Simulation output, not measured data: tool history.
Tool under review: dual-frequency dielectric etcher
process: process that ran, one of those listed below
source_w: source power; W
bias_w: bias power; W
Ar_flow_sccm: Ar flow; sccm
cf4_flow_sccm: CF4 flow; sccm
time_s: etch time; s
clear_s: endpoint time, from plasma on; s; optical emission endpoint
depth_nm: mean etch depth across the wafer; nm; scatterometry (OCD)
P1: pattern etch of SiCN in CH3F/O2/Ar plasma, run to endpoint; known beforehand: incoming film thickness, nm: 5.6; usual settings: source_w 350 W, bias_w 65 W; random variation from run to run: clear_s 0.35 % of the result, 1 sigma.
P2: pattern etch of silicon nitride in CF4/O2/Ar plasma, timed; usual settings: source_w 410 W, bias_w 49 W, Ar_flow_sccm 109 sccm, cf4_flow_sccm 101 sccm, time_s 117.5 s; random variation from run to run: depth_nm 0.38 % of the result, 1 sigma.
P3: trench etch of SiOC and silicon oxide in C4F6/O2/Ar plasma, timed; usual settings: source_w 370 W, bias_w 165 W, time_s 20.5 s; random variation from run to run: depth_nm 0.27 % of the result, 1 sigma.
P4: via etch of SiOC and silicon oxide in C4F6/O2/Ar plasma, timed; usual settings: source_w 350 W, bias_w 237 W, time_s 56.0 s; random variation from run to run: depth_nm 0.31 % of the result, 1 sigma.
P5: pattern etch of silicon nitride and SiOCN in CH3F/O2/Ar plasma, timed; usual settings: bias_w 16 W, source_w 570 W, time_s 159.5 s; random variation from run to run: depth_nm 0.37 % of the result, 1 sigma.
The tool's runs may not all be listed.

run,hour,process,source_w,bias_w,Ar_flow_sccm,cf4_flow_sccm,time_s,clear_s,depth_nm
1,7.8,P1,350,65,,,,16.263,
2,15.9,P2,410,49,109,101,117.5,,184.910
3,26.3,P1,500,65,,,,14.097,
4,32.1,P1,350,65,,,,16.170,
5,41.0,P2,290,49,109,101,117.5,,138.340
6,51.2,P2,410,49,109,61,117.5,,173.550
7,59.9,P2,410,49,109,101,78.0,,123.810
8,66.9,P1,350,52,,,,17.387,
9,73.1,P5,390,16,,,159.5,,17.601
10,77.7,P1,260,46,,,,20.430,
11,88.2,P4,350,237,,,56.0,,65.802
12,95.7,P1,350,87,,,,14.612,
13,105.4,P1,350,65,,,,16.137,
14,110.2,P2,410,49,140,101,117.5,,178.630
15,118.4,P3,280,165,,,20.5,,34.357
16,128.0,P3,370,115,,,20.5,,34.273
17,137.8,P1,350,65,,,,16.162,
18,143.6,P5,570,13,,,159.5,,18.740
19,149.6,P5,570,16,,,159.5,,20.063
20,156.4,P2,410,67,109,101,117.5,,208.560
21,163.8,P3,370,165,,,20.5,,38.108
22,170.8,P3,370,165,,,20.5,,38.120
23,180.5,P1,260,65,,,,17.949,
24,190.2,P5,570,16,,,159.5,,20.257
25,199.9,P4,350,281,,,56.0,,69.608
26,205.3,P4,280,237,,,56.0,,60.262
27,211.2,P5,570,16,,,96.5,,12.189
28,219.2,P1,350,65,,,,16.104,
29,227.2,P1,350,65,,,,16.147,
30,237.4,P4,350,237,,,41.0,,48.021
31,246.6,P3,370,165,,,15.0,,28.065
32,257.0,P2,410,49,109,101,117.5,,185.100
33,263.2,P1,350,65,,,,16.124,

Run 34, settings as shown, results not yet in. Your forecast:
34,269.7,P1,350,65,,,,?,

Run 34 measured clear_s 16.213 s.

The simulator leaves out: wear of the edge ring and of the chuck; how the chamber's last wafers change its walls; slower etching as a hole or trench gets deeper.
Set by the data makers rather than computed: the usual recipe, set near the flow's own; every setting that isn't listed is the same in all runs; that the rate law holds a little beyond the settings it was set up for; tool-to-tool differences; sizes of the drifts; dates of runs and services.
